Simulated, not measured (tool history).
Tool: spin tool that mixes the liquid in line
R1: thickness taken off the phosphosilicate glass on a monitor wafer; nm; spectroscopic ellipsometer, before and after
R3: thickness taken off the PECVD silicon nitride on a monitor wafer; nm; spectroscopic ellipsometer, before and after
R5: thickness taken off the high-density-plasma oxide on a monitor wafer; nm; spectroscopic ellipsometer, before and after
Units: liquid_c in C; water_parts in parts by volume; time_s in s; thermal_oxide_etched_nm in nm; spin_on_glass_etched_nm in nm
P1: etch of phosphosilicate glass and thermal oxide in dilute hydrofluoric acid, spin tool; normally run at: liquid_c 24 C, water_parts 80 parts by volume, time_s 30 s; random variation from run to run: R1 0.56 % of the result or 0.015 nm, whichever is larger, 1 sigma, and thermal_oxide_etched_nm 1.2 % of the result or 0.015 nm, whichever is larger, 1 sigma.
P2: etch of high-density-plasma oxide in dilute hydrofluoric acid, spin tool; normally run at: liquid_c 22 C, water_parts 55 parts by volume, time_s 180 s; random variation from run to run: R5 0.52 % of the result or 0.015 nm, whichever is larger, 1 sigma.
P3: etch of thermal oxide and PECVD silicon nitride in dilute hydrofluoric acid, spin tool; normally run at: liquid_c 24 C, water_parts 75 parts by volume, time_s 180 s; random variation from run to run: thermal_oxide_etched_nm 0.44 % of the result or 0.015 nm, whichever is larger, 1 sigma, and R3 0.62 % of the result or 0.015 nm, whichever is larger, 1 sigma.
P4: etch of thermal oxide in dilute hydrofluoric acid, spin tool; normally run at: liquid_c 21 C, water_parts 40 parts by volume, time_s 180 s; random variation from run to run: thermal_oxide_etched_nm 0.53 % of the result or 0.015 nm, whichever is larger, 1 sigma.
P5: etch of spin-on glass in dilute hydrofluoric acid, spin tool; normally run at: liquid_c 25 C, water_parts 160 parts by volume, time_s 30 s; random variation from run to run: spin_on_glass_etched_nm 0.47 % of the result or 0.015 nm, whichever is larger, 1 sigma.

{"run": 1, "hour": 5.9, "process": "P1", "liquid_c": 24, "water_parts": 80, "time_s": 30, "R1": 55.617, "thermal_oxide_etched_nm": 1.9017}
{"run": 2, "hour": 13.2, "process": "P4", "liquid_c": 21, "water_parts": 65, "time_s": 180, "thermal_oxide_etched_nm": 12.392}
{"run": 3, "hour": 21.0, "process": "P3", "liquid_c": 24, "water_parts": 75, "time_s": 180, "thermal_oxide_etched_nm": 12.486, "R3": 4.1549}
{"run": 4, "hour": 27.0, "process": "P1", "liquid_c": 24, "water_parts": 80, "time_s": 30, "R1": 55.751, "thermal_oxide_etched_nm": 1.8145}
{"run": 5, "hour": 34.7, "process": "P5", "liquid_c": 25, "water_parts": 160, "time_s": 65, "spin_on_glass_etched_nm": 22.181}
{"run": 6, "hour": 40.8, "process": "P2", "liquid_c": 22, "water_parts": 100, "time_s": 180, "R5": 8.2615}
{"hour": 44.3, "done": "thermometer replaced"}
{"run": 7, "hour": 47.1, "process": "P1", "liquid_c": 28.5, "water_parts": 80, "time_s": 30, "R1": 66.864, "thermal_oxide_etched_nm": 2.2122}
{"run": 8, "hour": 52.1, "process": "P2", "liquid_c": 22, "water_parts": 55, "time_s": 180, "R5": 15.684}
{"run": 9, "hour": 59.1, "process": "P1", "liquid_c": 24, "water_parts": 20, "time_s": 50, "R1": 401, "thermal_oxide_etched_nm": 13.386}
{"run": 10, "hour": 64.6, "process": "P4", "liquid_c": 25.5, "water_parts": 40, "time_s": 180, "thermal_oxide_etched_nm": 25.015}
{"run": 11, "hour": 68.3, "process": "P4", "liquid_c": 21, "water_parts": 40, "time_s": 180, "thermal_oxide_etched_nm": 20.966}
{"run": 12, "hour": 72.1, "process": "P4", "liquid_c": 21, "water_parts": 40, "time_s": 180, "thermal_oxide_etched_nm": 20.887}
{"run": 13, "hour": 76.1, "process": "P3", "liquid_c": 24, "water_parts": 75, "time_s": 180, "thermal_oxide_etched_nm": 12.459, "R3": 4.1262}
{"run": 14, "hour": 82.6, "process": "P4", "liquid_c": 21, "water_parts": 40, "time_s": 15, "thermal_oxide_etched_nm": 1.7225}
{"run": 15, "hour": 89.5, "process": "P1", "liquid_c": 20, "water_parts": 80, "time_s": 30, "R1": 47.139, "thermal_oxide_etched_nm": 1.5503}
{"run": 16, "hour": 94.8, "process": "P5", "liquid_c": 17, "water_parts": 160, "time_s": 30, "spin_on_glass_etched_nm": 7.5347}
{"run": 17, "hour": 98.9, "process": "P1", "liquid_c": 24, "water_parts": 80, "time_s": 30, "R1": 55.672, "thermal_oxide_etched_nm": 1.8466}
{"run": 18, "hour": 103.3, "process": "P1", "liquid_c": 24, "water_parts": 80, "time_s": 30, "R1": 56.382, "thermal_oxide_etched_nm": 1.8397}
{"run": 19, "hour": 106.9, "process": "P3", "liquid_c": 24, "water_parts": 135, "time_s": 180, "thermal_oxide_etched_nm": 6.4395, "R3": 2.3162}
{"run": 20, "hour": 111.6, "process": "P1", "liquid_c": 24, "water_parts": 80, "time_s": 15, "R1": 28.067, "thermal_oxide_etched_nm": 0.94438}
{"run": 21, "hour": 117.8, "process": "P3", "liquid_c": 24, "water_parts": 75, "time_s": 15, "thermal_oxide_etched_nm": 1.0486, "R3": 0.3413}
{"run": 22, "hour": 124.5, "process": "P3", "liquid_c": 29, "water_parts": 75, "time_s": 180, "thermal_oxide_etched_nm": 15.084, "R3": 5.6979}
{"run": 23, "hour": 131.8, "process": "P2", "liquid_c": 22, "water_parts": 55, "time_s": 30, "R5": 2.614}
{"run": 24, "hour": 135.2, "process": "P1", "liquid_c": 24, "water_parts": 130, "time_s": 30, "R1": 32.772, "thermal_oxide_etched_nm": 1.0685}
{"run": 25, "hour": 142.3, "process": "P2", "liquid_c": 17, "water_parts": 55, "time_s": 180, "R5": 12.863}
{"run": 26, "hour": 149.4, "process": "P5", "liquid_c": 25, "water_parts": 160, "time_s": 30, "spin_on_glass_etched_nm": 10.132}
{"run": 27, "hour": 153.7, "process": "P1", "liquid_c": 24, "water_parts": 50, "time_s": 30, "R1": 93.017, "thermal_oxide_etched_nm": 3.0929}
{"run": 28, "hour": 158.0, "process": "P1", "liquid_c": 24, "water_parts": 80, "time_s": 60, "R1": 111.8, "thermal_oxide_etched_nm": 3.6574}
{"run": 29, "hour": 161.9, "process": "P5", "liquid_c": 25, "water_parts": 50, "time_s": 30, "spin_on_glass_etched_nm": 37.75}
{"run": 30, "hour": 168.9, "process": "P1", "liquid_c": 24, "water_parts": 80, "time_s": 30, "R1": 56.152, "thermal_oxide_etched_nm": 1.8661}
{"run": 31, "hour": 176.3, "process": "P1", "liquid_c": 24, "water_parts": 80, "time_s": 30, "R1": 53.411, "thermal_oxide_etched_nm": 1.7112}
{"run": 32, "hour": 182.2, "process": "P1", "liquid_c": 24, "water_parts": 80, "time_s": 30, "R1": 52.178, "thermal_oxide_etched_nm": 1.7336}
{"run": 33, "hour": 187.5, "process": "P1", "liquid_c": 24, "water_parts": 80, "time_s": 30, "R1": 51.438, "thermal_oxide_etched_nm": 1.7279}
{"run": 34, "hour": 194.4, "process": "P1", "liquid_c": 24, "water_parts": 80, "time_s": 30, "R1": 51.737, "thermal_oxide_etched_nm": 1.7199}
{"run": 35, "hour": 201.0, "process": "P1", "liquid_c": 24, "water_parts": 80, "time_s": 30, "R1": 51.449, "thermal_oxide_etched_nm": 1.6887}
{"run": 36, "hour": 205.0, "process": "P1", "liquid_c": 24, "water_parts": 80, "time_s": 30, "R1": 50.98, "thermal_oxide_etched_nm": 1.7399}
{"run": 37, "hour": 209.9, "process": "P1", "liquid_c": 24, "water_parts": 80, "time_s": 30, "R1": 51.193, "thermal_oxide_etched_nm": 1.7041}

What P1 gives has crept away from where it was. These 2 causes fit the log equally well, each at the size given:
A: hydrofluoric acid flow below the setpoint (%) = 7.68
B: liquid colder than its thermometer reads (K) = 2.18
The creep began at about hour 168.9.

4 check runs are offered, each on 2 wafers whose results are averaged, their results left as question marks. Which one tells the causes apart?
{"run": "check 1", "hour": 214.8, "process": "P4", "liquid_c": 21, "water_parts": 60, "time_s": 180, "thermal_oxide_etched_nm": "?"}
{"run": "check 2", "hour": 214.8, "process": "P2", "liquid_c": 18, "water_parts": 55, "time_s": 60, "R5": "?"}
{"run": "check 3", "hour": 214.8, "process": "P5", "liquid_c": 20.5, "water_parts": 160, "time_s": 30, "spin_on_glass_etched_nm": "?"}
{"run": "check 4", "hour": 214.8, "process": "P3", "liquid_c": 24, "water_parts": 135, "time_s": 180, "thermal_oxide_etched_nm": "?", "R3": "?"}

What each check would give under each cause:
check=check_1 result=thermal_oxide_etched_nm if_A=12.463 if_B=12.388
check=check_2 result=R5 if_A=4.082 if_B=4.0438
check=check_3 result=spin_on_glass_etched_nm if_A=7.8271 if_B=7.8813
check=check_4 result=thermal_oxide_etched_nm if_A=5.8706 if_B=5.9165
check=check_4 result=R3 if_A=2.1266 if_B=1.9952
How far apart the two closest causes lie, in the result that separates them most: check 1 0.61 %; check 2 0.94 %; check 3 0.69 %; check 4 6.38 %
Only check 4 tells the causes apart: in the others they would give nearly the same result.

Check 4 was then run and gave: thermal_oxide_etched_nm 5.9177 nm; R3 2.0283 nm. Which cause is it?

It is B: liquid colder than its thermometer reads (K).

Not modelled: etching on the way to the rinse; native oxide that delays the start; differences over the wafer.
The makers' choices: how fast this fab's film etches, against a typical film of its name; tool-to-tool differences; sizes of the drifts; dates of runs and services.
